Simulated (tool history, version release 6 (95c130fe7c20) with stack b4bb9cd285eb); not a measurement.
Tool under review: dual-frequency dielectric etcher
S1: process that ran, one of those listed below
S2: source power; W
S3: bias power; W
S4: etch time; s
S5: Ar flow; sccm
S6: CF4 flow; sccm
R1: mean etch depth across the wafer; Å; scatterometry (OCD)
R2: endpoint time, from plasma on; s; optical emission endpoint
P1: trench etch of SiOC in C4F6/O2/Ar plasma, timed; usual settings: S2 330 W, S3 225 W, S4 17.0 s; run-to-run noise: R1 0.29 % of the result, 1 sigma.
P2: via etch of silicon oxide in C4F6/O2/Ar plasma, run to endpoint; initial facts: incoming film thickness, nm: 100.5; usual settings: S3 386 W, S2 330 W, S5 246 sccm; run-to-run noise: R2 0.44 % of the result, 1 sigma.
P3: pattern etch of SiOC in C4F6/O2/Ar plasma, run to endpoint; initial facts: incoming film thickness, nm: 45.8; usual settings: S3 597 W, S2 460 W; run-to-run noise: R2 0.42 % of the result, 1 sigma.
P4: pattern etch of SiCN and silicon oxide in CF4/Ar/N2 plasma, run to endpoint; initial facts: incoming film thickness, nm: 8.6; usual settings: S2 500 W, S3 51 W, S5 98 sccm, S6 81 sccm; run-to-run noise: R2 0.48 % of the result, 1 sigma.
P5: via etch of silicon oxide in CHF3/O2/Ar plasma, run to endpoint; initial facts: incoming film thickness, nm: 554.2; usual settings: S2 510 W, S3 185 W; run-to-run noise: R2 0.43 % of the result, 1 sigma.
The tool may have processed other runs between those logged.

run 1 hour=7.9 | S1=P1 S2=330 S3=225 S4=17.0 | R1=346.65
run 2 hour=13.7 | S1=P4 S2=310 S3=51 S5=98 S6=81 | R2=15.2370
run 3 hour=17.8 | S1=P4 S2=500 S3=51 S5=98 S6=49 | R2=10.8960
run 4 hour=25.1 | S1=P3 S2=460 S3=597 | R2=13.9490
run 5 hour=33.7 | S1=P1 S2=330 S3=177 S4=17.0 | R1=320.71
run 6 hour=39.9 | S1=P1 S2=250 S3=225 S4=17.0 | R1=313.00
run 7 hour=45.6 | S1=P1 S2=330 S3=225 S4=17.0 | R1=347.76
run 8 hour=53.9 | S1=P3 S2=630 S3=597 | R2=12.4910
run 9 hour=61.5 | S1=P4 S2=500 S3=51 S5=132 S6=81 | R2=10.4150
run 10 hour=68.4 | S1=P4 S2=500 S3=64 S5=98 S6=81 | R2=9.1885
run 11 hour=76.6 | S1=P5 S2=510 S3=257 | R2=260.5000
run 12 hour=81.5 | S1=P2 S2=330 S3=386 S5=246 | R2=26.0080
run 13 hour=88.0 | S1=P3 S2=460 S3=597 | R2=13.8620
run 14 hour=96.8 | S1=P1 S2=230 S3=225 S4=10.5 | R1=187.24
run 15 hour=101.0 | S1=P4 S2=500 S3=51 S5=98 S6=81 | R2=9.8775
run 16 hour=108.3 | S1=P1 S2=330 S3=225 S4=9.5 | R1=193.21
run 17 hour=112.2 | S1=P2 S2=410 S3=386 S5=246 | R2=23.9460
-- hour=117.5 wet clean of the chamber
run 18 hour=119.8 | S1=P1 S2=330 S3=279 S4=17.0 | R1=373.72
run 19 hour=128.7 | S1=P1 S2=330 S3=225 S4=21.0 | R1=430.94
run 20 hour=137.4 | S1=P2 S2=330 S3=386 S5=294 | R2=26.4490
run 21 hour=142.5 | S1=P1 S2=330 S3=225 S4=17.0 | R1=348.12
run 22 hour=147.0 | S1=P5 S2=310 S3=185 | R2=355.9600
run 23 hour=153.0 | S1=P5 S2=510 S3=185 | R2=292.0100
run 24 hour=158.6 | S1=P3 S2=460 S3=427 | R2=15.7220
run 25 hour=164.2 | S1=P1 S2=430 S3=225 S4=17.0 | R1=383.30
run 26 hour=172.5 | S1=P2 S2=330 S3=247 S5=246 | R2=30.3640
run 27 hour=180.5 | S1=P1 S2=330 S3=225 S4=17.0 | R1=347.11
run 28 hour=186.8 | S1=P1 S2=330 S3=225 S4=17.0 | R1=347.29
run 29 hour=194.6 | S1=P1 S2=330 S3=225 S4=17.0 | R1=350.10
run 30 hour=199.9 | S1=P1 S2=330 S3=225 S4=17.0 | R1=347.95
run 31 hour=204.5 | S1=P1 S2=330 S3=225 S4=17.0 | R1=351.72
-- hour=205.3 wet clean of the chamber
run 32 hour=212.5 | S1=P1 S2=330 S3=225 S4=17.0 | R1=350.63
run 33 hour=218.6 | S1=P1 S2=330 S3=225 S4=17.0 | R1=351.88
run 34 hour=227.2 | S1=P1 S2=330 S3=225 S4=17.0 | R1=353.44

P1 no longer gives what it gave before; its output has crept away from where it was. The following 2 causes, each at its listed size, fit the log equally well:
A: source power that arrives over what is set, % = 3.89
B: bias power that arrives over what is set, % = 4.43
The creep began at about hour 186.8.
The rest of the possible causes, and what rules out each one:
chamber walls in a state that raises the etch rate, %: was serviced at hour 205.3, once the creep was under way, yet the earlier output never came back

Below are 4 check runs, each averaged over 3 wafers, with their results shown as question marks. Which of them would give clearly different results depending on which cause is behind the drift?
run check 1 hour=235.8 | S1=P3 S2=540 S3=597 | R2=?
run check 2 hour=235.8 | S1=P5 S2=360 S3=238 | R2=?
run check 3 hour=235.8 | S1=P2 S2=330 S3=304 S5=246 | R2=?
run check 4 hour=235.8 | S1=P4 S2=500 S3=62 S5=98 S6=81 | R2=?

If the cause were each of the candidates in turn, the checks would give the following:
check=check_1 result=R2 if_A=12.9460 if_B=12.9150
check=check_2 result=R2 if_A=301.3600 if_B=300.8700
check=check_3 result=R2 if_A=27.8250 if_B=27.8020
check=check_4 result=R2 if_A=8.9773 if_B=9.1608
Smallest distance between any two causes, each pair judged by its most separating result, in per cent: check 1 0.24 %; check 2 0.16 %; check 3 0.08 %; check 4 2.02 %
Only in check 4 would the causes give clearly different results; in the remaining checks their results would be nearly the same.

After running check 4, the following was obtained: R2 9.1142 s. Which cause does this point to?

B is the cause: bias power that arrives over what is set, %.
